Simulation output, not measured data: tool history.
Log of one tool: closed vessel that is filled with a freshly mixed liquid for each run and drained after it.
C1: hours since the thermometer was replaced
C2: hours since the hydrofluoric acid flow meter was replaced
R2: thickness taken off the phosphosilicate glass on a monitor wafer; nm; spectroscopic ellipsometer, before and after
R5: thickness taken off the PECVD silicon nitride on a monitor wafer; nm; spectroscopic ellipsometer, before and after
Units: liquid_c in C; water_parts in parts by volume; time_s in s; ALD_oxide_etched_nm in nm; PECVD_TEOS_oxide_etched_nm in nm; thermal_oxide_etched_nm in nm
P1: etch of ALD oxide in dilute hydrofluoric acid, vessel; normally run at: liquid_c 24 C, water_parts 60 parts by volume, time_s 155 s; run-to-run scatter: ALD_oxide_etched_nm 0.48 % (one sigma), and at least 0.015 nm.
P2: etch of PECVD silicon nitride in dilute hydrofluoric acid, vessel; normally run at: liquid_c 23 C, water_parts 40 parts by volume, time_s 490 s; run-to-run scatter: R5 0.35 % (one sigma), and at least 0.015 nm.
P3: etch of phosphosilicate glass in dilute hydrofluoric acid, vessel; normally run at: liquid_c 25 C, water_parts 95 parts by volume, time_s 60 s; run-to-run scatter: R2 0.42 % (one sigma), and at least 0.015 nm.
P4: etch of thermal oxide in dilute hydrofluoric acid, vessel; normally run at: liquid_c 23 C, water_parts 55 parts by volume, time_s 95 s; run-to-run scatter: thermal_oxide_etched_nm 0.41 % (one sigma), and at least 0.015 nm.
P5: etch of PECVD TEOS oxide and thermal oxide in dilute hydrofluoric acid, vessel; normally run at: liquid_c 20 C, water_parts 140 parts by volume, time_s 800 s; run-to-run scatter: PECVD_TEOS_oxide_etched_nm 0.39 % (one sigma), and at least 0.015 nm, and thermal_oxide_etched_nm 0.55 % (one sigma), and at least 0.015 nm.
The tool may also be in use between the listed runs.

Run 1, day 0.242: process P1, liquid_c 24 C, water_parts 60 parts by volume, time_s 155 s; C1 1079.6; C2 927.2. Result: ALD_oxide_etched_nm 29.787 nm.
Run 2, day 0.662: process P1, liquid_c 24 C, water_parts 100 parts by volume, time_s 155 s; C1 1089.7; C2 937.3. Result: ALD_oxide_etched_nm 17.105 nm.
Run 3, day 1.004: process P1, liquid_c 17 C, water_parts 60 parts by volume, time_s 155 s; C1 1097.9; C2 945.5. Result: ALD_oxide_etched_nm 22.047 nm.
Run 4, day 1.258: process P3, liquid_c 25 C, water_parts 95 parts by volume, time_s 90 s; C1 1104; C2 951.6. Result: R2 60.208 nm.
Run 5, day 1.542: process P3, liquid_c 25 C, water_parts 95 parts by volume, time_s 60 s; C1 1110.8; C2 958.4. Result: R2 39.971 nm.
Run 6, day 1.929: process P5, liquid_c 17 C, water_parts 140 parts by volume, time_s 800 s; C1 1120.1; C2 967.7. Result: PECVD_TEOS_oxide_etched_nm 35.796 nm, thermal_oxide_etched_nm 19.06 nm.
Run 7, day 2.321: process P4, liquid_c 23 C, water_parts 25 parts by volume, time_s 95 s; C1 1129.5; C2 977.1. Result: thermal_oxide_etched_nm 20.545 nm.
Run 8, day 2.538: process P2, liquid_c 23 C, water_parts 40 parts by volume, time_s 865 s; C1 1134.7; C2 982.3. Result: R5 88.688 nm.
Run 9, day 2.771: process P2, liquid_c 23 C, water_parts 20 parts by volume, time_s 490 s; C1 1140.3; C2 987.9. Result: R5 97.476 nm.
Run 10, day 2.954: process P1, liquid_c 24 C, water_parts 60 parts by volume, time_s 155 s; C1 1144.7; C2 992.3. Result: ALD_oxide_etched_nm 29.83 nm.
Run 11, day 3.233: process P1, liquid_c 24 C, water_parts 105 parts by volume, time_s 30 s; C1 1151.4; C2 999. Result: ALD_oxide_etched_nm 3.0721 nm.
Run 12, day 3.562: process P1, liquid_c 24 C, water_parts 60 parts by volume, time_s 65 s; C1 1159.3; C2 1006.9. Result: ALD_oxide_etched_nm 12.492 nm.
Run 13, day 3.967: process P5, liquid_c 20 C, water_parts 140 parts by volume, time_s 800 s; C1 1169; C2 1016.6. Result: PECVD_TEOS_oxide_etched_nm 40.372 nm, thermal_oxide_etched_nm 21.198 nm.
Run 14, day 4.158: process P1, liquid_c 24 C, water_parts 60 parts by volume, time_s 155 s; C1 1173.6; C2 1021.2. Result: ALD_oxide_etched_nm 29.962 nm.
Run 15, day 4.388: process P5, liquid_c 20 C, water_parts 140 parts by volume, time_s 170 s; C1 1179.1; C2 1026.7. Result: PECVD_TEOS_oxide_etched_nm 8.5923 nm, thermal_oxide_etched_nm 4.5459 nm.
Run 16, day 4.712: process P1, liquid_c 31.5 C, water_parts 60 parts by volume, time_s 155 s; C1 1186.9; C2 1034.5. Result: ALD_oxide_etched_nm 40.086 nm.
Run 17, day 5.05: process P1, liquid_c 24 C, water_parts 60 parts by volume, time_s 155 s; C1 1195; C2 1042.6. Result: ALD_oxide_etched_nm 29.962 nm.
Run 18, day 5.254: process P4, liquid_c 23 C, water_parts 55 parts by volume, time_s 30 s; C1 1199.9; C2 1047.5. Result: thermal_oxide_etched_nm 2.8643 nm.
Run 19, day 5.629: process P1, liquid_c 24 C, water_parts 60 parts by volume, time_s 280 s; C1 1208.9; C2 1056.5. Result: ALD_oxide_etched_nm 53.978 nm.
Run 20, day 5.942: process P1, liquid_c 24 C, water_parts 60 parts by volume, time_s 155 s; C1 1216.4; C2 1064. Result: ALD_oxide_etched_nm 29.877 nm.
Run 21, day 6.133: process P1, liquid_c 24 C, water_parts 60 parts by volume, time_s 155 s; C1 1221; C2 1068.6. Result: ALD_oxide_etched_nm 30.057 nm.
Run 22, day 6.35: process P4, liquid_c 28.5 C, water_parts 55 parts by volume, time_s 95 s; C1 1226.2; C2 1073.8. Result: thermal_oxide_etched_nm 11.111 nm.
Run 23, day 6.575: process P2, liquid_c 17 C, water_parts 40 parts by volume, time_s 490 s; C1 1231.6; C2 1079.2. Result: R5 32.949 nm.
Run 24, day 6.917: process P1, liquid_c 24 C, water_parts 25 parts by volume, time_s 155 s; C1 1239.8; C2 1087.4. Result: ALD_oxide_etched_nm 74.753 nm.
Run 25, day 7.321: process P3, liquid_c 25 C, water_parts 40 parts by volume, time_s 60 s; C1 1249.5; C2 1097.1. Result: R2 101.95 nm.
Run 26, day 7.617: process P4, liquid_c 23 C, water_parts 55 parts by volume, time_s 95 s; C1 1256.6; C2 1104.2. Result: thermal_oxide_etched_nm 8.9928 nm.
Run 27, day 7.904: process P5, liquid_c 20 C, water_parts 45 parts by volume, time_s 800 s; C1 1263.5; C2 1111.1. Result: PECVD_TEOS_oxide_etched_nm 140.41 nm, thermal_oxide_etched_nm 74.246 nm.
Run 28, day 8.121: process P3, liquid_c 20.5 C, water_parts 95 parts by volume, time_s 60 s; C1 1268.7; C2 1116.3. Result: R2 33.675 nm.
Run 29, day 8.529: process P2, liquid_c 23 C, water_parts 40 parts by volume, time_s 490 s; C1 1278.5; C2 1126.1. Result: R5 49.909 nm.
Run 30, day 8.938: process P1, liquid_c 24 C, water_parts 60 parts by volume, time_s 155 s; C1 1288.3; C2 1135.9. Result: ALD_oxide_etched_nm 29.749 nm.
Run 31, day 9.212: process P1, liquid_c 24 C, water_parts 60 parts by volume, time_s 155 s; C1 1294.9; C2 1142.5. Result: ALD_oxide_etched_nm 28.822 nm.
Run 32, day 9.446: process P1, liquid_c 24 C, water_parts 60 parts by volume, time_s 155 s; C1 1300.5; C2 1148.1. Result: ALD_oxide_etched_nm 28.24 nm.
Run 33, day 9.692: process P1, liquid_c 24 C, water_parts 60 parts by volume, time_s 155 s; C1 1306.4; C2 1154. Result: ALD_oxide_etched_nm 27.823 nm.
Run 34, day 9.975: process P1, liquid_c 24 C, water_parts 60 parts by volume, time_s 155 s; C1 1313.2; C2 1160.8. Result: ALD_oxide_etched_nm 27.431 nm.
Run 35, day 10.333: process P1, liquid_c 24 C, water_parts 60 parts by volume, time_s 155 s; C1 1321.8; C2 1169.4. Result: ALD_oxide_etched_nm 27.49 nm.
Run 36, day 10.654: process P1, liquid_c 24 C, water_parts 60 parts by volume, time_s 155 s; C1 1329.5; C2 1177.1. Result: ALD_oxide_etched_nm 27.326 nm.
Run 37, day 10.879: process P1, liquid_c 24 C, water_parts 60 parts by volume, time_s 155 s; C1 1334.9; C2 1182.5. Result: ALD_oxide_etched_nm 27.39 nm.
Run 38, day 11.283: process P1, liquid_c 24 C, water_parts 60 parts by volume, time_s 155 s; C1 1344.6; C2 1192.2. Result: ALD_oxide_etched_nm 27.149 nm.

What P1 gives has crept away from where it was. These 2 causes fit the log equally well, each at the size given:
A: hydrofluoric acid flow below the setpoint (%) = 8.07
B: liquid colder than its thermometer reads (K) = 2.21
The creep began at about day 8.938.

4 check runs are offered, one wafer each, their results left as question marks. Which one tells the causes apart?
Run check 1, day 11.688: process P2, liquid_c 23 C, water_parts 40 parts by volume, time_s 490 s. Result: R5 ?.
Run check 2, day 11.688: process P4, liquid_c 23 C, water_parts 55 parts by volume, time_s 95 s. Result: thermal_oxide_etched_nm ?.
Run check 3, day 11.688: process P3, liquid_c 25 C, water_parts 95 parts by volume, time_s 60 s. Result: R2 ?.
Run check 4, day 11.688: process P5, liquid_c 20 C, water_parts 140 parts by volume, time_s 800 s. Result: PECVD_TEOS_oxide_etched_nm ?, thermal_oxide_etched_nm ?.

What each check would give under each cause:
  check                      result    if A    if B
check 1                          R5  46.062  42.939
check 2     thermal_oxide_etched_nm  8.1735   8.159
check 3                          R2  36.473  36.718
check 4  PECVD_TEOS_oxide_etched_nm   36.68  36.958
check 4     thermal_oxide_etched_nm  19.407  19.555
How far apart the two closest causes lie, in the result that separates them most: check 1 7.02 %; check 2 0.18 %; check 3 0.67 %; check 4 0.75 %
Only check 1 tells the causes apart: in the others they would give nearly the same result.

Check 1 was then run and gave: R5 43.033 nm. Which cause is it?

It is B: liquid colder than its thermometer reads (K).
